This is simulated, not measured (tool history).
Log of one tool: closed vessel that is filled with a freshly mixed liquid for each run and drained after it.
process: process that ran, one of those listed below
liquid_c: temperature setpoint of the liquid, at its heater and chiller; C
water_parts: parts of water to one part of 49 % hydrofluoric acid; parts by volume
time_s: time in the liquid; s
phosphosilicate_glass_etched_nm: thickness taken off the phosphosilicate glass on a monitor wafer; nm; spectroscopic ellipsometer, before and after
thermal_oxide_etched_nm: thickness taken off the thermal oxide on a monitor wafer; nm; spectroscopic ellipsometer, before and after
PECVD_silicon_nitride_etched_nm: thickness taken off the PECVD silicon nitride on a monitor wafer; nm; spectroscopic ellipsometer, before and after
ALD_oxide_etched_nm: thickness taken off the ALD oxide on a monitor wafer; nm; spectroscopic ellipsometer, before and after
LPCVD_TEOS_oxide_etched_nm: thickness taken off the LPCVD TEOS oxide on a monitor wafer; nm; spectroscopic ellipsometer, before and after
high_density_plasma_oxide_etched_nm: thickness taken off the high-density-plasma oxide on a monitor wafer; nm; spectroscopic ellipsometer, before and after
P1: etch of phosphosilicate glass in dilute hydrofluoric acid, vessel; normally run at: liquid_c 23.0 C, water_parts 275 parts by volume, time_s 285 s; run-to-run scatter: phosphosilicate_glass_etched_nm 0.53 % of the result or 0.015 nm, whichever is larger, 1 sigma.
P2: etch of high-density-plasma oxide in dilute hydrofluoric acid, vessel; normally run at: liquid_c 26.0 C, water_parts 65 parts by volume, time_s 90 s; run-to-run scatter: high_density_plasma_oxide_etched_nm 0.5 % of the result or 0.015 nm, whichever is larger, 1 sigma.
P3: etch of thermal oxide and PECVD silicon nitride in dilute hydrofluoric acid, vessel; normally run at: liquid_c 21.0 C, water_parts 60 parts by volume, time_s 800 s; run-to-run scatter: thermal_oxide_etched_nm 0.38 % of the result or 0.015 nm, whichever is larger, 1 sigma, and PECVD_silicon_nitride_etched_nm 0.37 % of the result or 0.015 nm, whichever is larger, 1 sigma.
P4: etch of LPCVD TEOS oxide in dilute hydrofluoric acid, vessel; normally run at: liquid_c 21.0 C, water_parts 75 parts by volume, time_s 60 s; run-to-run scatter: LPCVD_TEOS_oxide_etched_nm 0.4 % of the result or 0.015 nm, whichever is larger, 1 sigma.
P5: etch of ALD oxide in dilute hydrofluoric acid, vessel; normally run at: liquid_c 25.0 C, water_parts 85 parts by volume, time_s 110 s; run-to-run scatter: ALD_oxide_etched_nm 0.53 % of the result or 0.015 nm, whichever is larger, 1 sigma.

run	hour	process	liquid_c	water_parts	time_s	phosphosilicate_glass_etched_nm	thermal_oxide_etched_nm	PECVD_silicon_nitride_etched_nm	ALD_oxide_etched_nm	LPCVD_TEOS_oxide_etched_nm	high_density_plasma_oxide_etched_nm
1	3.2	P1	23.0	275	285	48.6730					
2	7.7	P3	21.0	100	800		33.6230	25.0290			
3	11.2	P5	33.0	85	110				21.1680		
4	15.9	P5	25.0	85	110				15.5370		
5	20.7	P4	27.5	75	60					16.662	
6	26.6	P3	21.0	60	800		59.0600	41.1330			
7	29.9	P3	28.0	60	800		78.4610	65.3150			
8	32.8	P2	26.0	65	90						7.9102
9	36.5	P1	23.0	275	285	48.7420					
10	41.8	P1	19.5	445	285	22.7340					
# hour 42.1: thermometer replaced
# hour 46.1: hydrofluoric acid flow meter replaced
11	46.2	P2	26.0	65	150						13.1700
12	49.4	P1	23.0	275	565	95.3420					
13	52.5	P5	25.0	85	45				6.3585		
14	58.9	P1	23.0	275	285	49.1580					
15	63.2	P1	23.0	275	285	48.4040					
16	67.0	P5	25.0	85	110				15.5660		
17	71.9	P1	23.0	275	285	48.5910					
18	75.5	P1	23.0	275	30	5.1489					
19	81.3	P2	26.0	100	90						4.8933
20	85.6	P4	21.0	75	30					6.436	
21	91.3	P1	23.0	55	285	313.9300					
22	96.0	P4	21.0	75	60					12.792	
23	98.9	P5	25.0	35	110				40.0250		
24	103.6	P3	21.0	60	800		59.0460	41.1040			
25	109.7	P2	31.0	65	90						9.6428
26	114.0	P1	23.0	275	285	48.6390					
27	116.9	P1	17.0	275	285	39.2060					
28	120.8	P4	21.0	140	60					6.416	
29	125.3	P1	23.0	490	285	22.5290					
30	129.6	P3	21.0	60	30		2.2122	1.5447			
31	134.0	P1	28.0	275	285	57.6870					
32	140.0	P1	23.0	275	285	48.3750					
33	143.0	P1	23.0	275	285	49.5160					
34	149.6	P1	23.0	275	285	50.1610					
35	155.3	P1	23.0	275	285	50.4440					
36	160.5	P1	23.0	275	285	51.0710					
37	163.5	P1	23.0	275	285	50.7480					
38	167.9	P1	23.0	275	285	50.4230					
39	174.2	P1	23.0	275	285	51.0460					
40	180.5	P1	23.0	275	285	51.4710					
41	184.7	P1	23.0	275	285	50.6730					

What P1 gives has crept away from where it was. These 2 causes fit the log equally well, each at the size given:
A: hydrofluoric acid flow above the setpoint (%) = 4
B: liquid hotter than its thermometer reads (K) = 1.41
The creep began at about hour 140.0.

4 check runs are offered, one wafer each, their results left as question marks. Which one tells the causes apart?
check 1	188.9	P5	29.0	85	110				?		
check 2	188.9	P2	26.0	90	90						?
check 3	188.9	P3	21.0	90	800		?	?			
check 4	188.9	P4	21.0	135	30					?	

What each check would give under each cause:
check	result	if A	if B
check 1	ALD_oxide_etched_nm	18.9240	19.1110
check 2	high_density_plasma_oxide_etched_nm	5.7966	5.8618
check 3	thermal_oxide_etched_nm	39.7420	40.3100
check 3	PECVD_silicon_nitride_etched_nm	28.7510	30.4290
check 4	LPCVD_TEOS_oxide_etched_nm	3.4816	3.5196
How far apart the two closest causes lie, in the result that separates them most: check 1 0.98 %; check 2 1.12 %; check 3 5.67 %; check 4 1.08 %
Check 3 tells the causes apart: in the others they would give nearly the same result.

Check 3 was then run and gave: thermal_oxide_etched_nm 39.6370 nm; PECVD_silicon_nitride_etched_nm 28.8580 nm. Which cause is it?

It is A: hydrofluoric acid flow above the setpoint (%).
